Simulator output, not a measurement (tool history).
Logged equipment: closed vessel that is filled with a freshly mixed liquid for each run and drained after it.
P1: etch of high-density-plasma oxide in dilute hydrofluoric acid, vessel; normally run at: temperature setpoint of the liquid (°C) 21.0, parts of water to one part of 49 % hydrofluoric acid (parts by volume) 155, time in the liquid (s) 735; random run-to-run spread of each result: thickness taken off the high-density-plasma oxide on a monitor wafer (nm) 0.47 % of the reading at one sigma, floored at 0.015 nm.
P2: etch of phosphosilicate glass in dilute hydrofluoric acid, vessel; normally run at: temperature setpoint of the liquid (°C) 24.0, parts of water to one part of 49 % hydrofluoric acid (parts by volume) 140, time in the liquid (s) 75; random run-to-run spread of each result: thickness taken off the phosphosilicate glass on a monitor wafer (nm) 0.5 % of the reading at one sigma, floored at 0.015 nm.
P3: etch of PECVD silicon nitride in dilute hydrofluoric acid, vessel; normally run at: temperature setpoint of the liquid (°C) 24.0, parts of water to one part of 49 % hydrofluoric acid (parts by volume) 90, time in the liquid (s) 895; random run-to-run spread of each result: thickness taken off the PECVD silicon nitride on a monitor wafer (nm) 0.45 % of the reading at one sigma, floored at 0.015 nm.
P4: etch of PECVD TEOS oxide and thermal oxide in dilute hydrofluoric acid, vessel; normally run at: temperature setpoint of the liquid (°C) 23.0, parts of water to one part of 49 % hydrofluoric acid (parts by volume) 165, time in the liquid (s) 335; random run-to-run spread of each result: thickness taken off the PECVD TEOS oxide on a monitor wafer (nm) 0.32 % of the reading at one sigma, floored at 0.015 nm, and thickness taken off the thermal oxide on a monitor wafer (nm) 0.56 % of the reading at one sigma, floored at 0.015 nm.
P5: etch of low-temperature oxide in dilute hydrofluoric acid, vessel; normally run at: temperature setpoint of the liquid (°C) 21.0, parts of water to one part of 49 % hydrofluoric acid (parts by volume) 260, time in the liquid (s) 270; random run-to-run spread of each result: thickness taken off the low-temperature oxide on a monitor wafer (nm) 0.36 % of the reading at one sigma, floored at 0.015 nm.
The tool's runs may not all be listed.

run	hour	process that ran	temperature setpoint of the liquid (°C)	parts of water to one part of 49 % hydrofluoric acid (parts by volume)	time in the liquid (s)	hours since the thermometer was replaced	hours since the hydrofluoric acid flow meter was replaced	thickness taken off the high-density-plasma oxide on a monitor wafer (nm)	thickness taken off the PECVD silicon nitride on a monitor wafer (nm)	thickness taken off the PECVD TEOS oxide on a monitor wafer (nm)	thickness taken off the thermal oxide on a monitor wafer (nm)	thickness taken off the phosphosilicate glass on a monitor wafer (nm)	thickness taken off the low-temperature oxide on a monitor wafer (nm)
1	3.9	P1	21.0	155	735	791.0	300.6	21.663					
2	6.6	P3	18.0	90	895	793.7	303.3		24.965				
3	11.0	P4	23.0	165	335	798.1	307.7			29.8160	8.41420		
4	14.1	P1	21.0	155	735	801.2	310.8	21.857					
5	18.4	P3	24.0	90	895	805.5	315.1		37.690				
6	22.8	P3	24.0	25	895	809.9	319.5		131.900				
7	24.8	P1	21.0	155	735	811.9	321.5	21.803					
8	27.8	P1	21.0	155	1385	814.9	324.5	40.654					
9	29.8	P1	21.0	50	735	816.9	326.5	75.858					
10	32.4	P1	21.0	155	735	819.5	329.1	21.669					
11	36.4	P1	21.0	155	735	823.5	333.1	21.656					
12	39.0	P2	24.0	140	150	826.1	335.7					73.617	
13	42.0	P1	28.5	155	735	829.1	338.7	28.585					
14	46.4	P3	24.0	90	895	833.5	343.1		37.761				
15	49.2	P2	31.5	140	75	836.3	345.9					48.514	
16	52.7	P2	24.0	200	75	839.8	349.4					23.945	
17	56.0	P2	24.0	140	75	843.1	352.7					36.660	
18	59.9	P5	21.0	260	270	847.0	356.6						12.0490
19	62.8	P5	21.0	390	270	849.9	359.5						7.0716
# hour 63.8: thermometer replaced
20	65.0	P4	23.0	165	30	1.2	361.7			2.6577	0.74388		
21	69.0	P1	21.0	155	735	5.2	365.7	21.632					
22	71.2	P3	24.0	90	255	7.4	367.9		10.768				
23	75.5	P5	21.0	260	270	11.7	372.2						11.9770
24	79.2	P1	17.0	155	735	15.4	375.9	18.286					
25	81.2	P5	21.0	260	105	17.4	377.9						4.6782
26	83.8	P4	17.0	165	335	20.0	380.5			23.5790	6.58810		
27	87.1	P1	21.0	155	355	23.3	383.8	10.448					
28	89.1	P4	23.0	55	335	25.3	385.8			102.2600	28.49700		
29	91.1	P5	27.0	260	270	27.3	387.8						14.8900
30	94.9	P1	17.0	155	1345	31.1	391.6	33.822					
31	97.1	P1	21.0	250	735	33.3	393.8	12.267					
32	100.7	P2	24.0	140	75	36.9	397.4					36.403	
33	103.9	P1	21.0	155	735	40.1	400.6	21.421					
34	106.3	P1	21.0	155	735	42.5	403.0	21.990					
35	109.0	P1	21.0	155	735	45.2	405.7	22.486					
36	110.9	P1	21.0	155	735	47.1	407.6	22.571					
37	114.8	P1	21.0	155	735	51.0	411.5	22.764					
38	118.0	P1	21.0	155	735	54.2	414.7	22.977					
39	121.2	P1	21.0	155	735	57.4	417.9	23.124					
40	124.4	P1	21.0	155	735	60.6	421.1	23.101					
41	128.8	P1	21.0	155	735	65.0	425.5	23.236					
42	131.3	P1	21.0	155	735	67.5	428.0	23.224					
43	134.9	P1	21.0	155	735	71.1	431.6	23.384					

Compared with where it was, what P1 gives has crept away. Each cause listed below fits the log as well as the rest, at the size given for it:
A: hydrofluoric acid flow above the setpoint (%) = 5.98
B: liquid hotter than its thermometer reads (K) = 1.74
Creep in the process output first set in at about hour 103.9.

Question marks stand in for the results of the 4 check runs listed below, each run on one wafer. Under which run would the listed causes show clearly different results?
check 1	138.5	P4	17.0	165	30					?	?		
check 2	138.5	P2	24.0	200	75							?	
check 3	138.5	P5	21.0	260	125								?
check 4	138.5	P3	20.5	90	545				?				

What every check run would give for each of its results, assuming each possible cause in turn:
check	result	if A	if B
check 1	thickness taken off the PECVD TEOS oxide on a monitor wafer (nm)	2.2618	2.2689
check 1	thickness taken off the thermal oxide on a monitor wafer (nm)	0.63276	0.63474
check 2	thickness taken off the phosphosilicate glass on a monitor wafer (nm)	25.786	25.616
check 3	thickness taken off the low-temperature oxide on a monitor wafer (nm)	5.9641	5.9133
check 4	thickness taken off the PECVD silicon nitride on a monitor wafer (nm)	19.193	20.397
How far apart the two closest causes lie, in the result that separates them most: check 1 0.31 %; check 2 0.66 %; check 3 0.85 %; check 4 6.09 %
The other checks would show nearly matching results whichever cause is true, so check 4 is the only one that separates the causes.

Check 4 was then run and gave: thickness taken off the PECVD silicon nitride on a monitor wafer (nm) 20.346. Which cause is it?

It is B: liquid hotter than its thermometer reads (K).
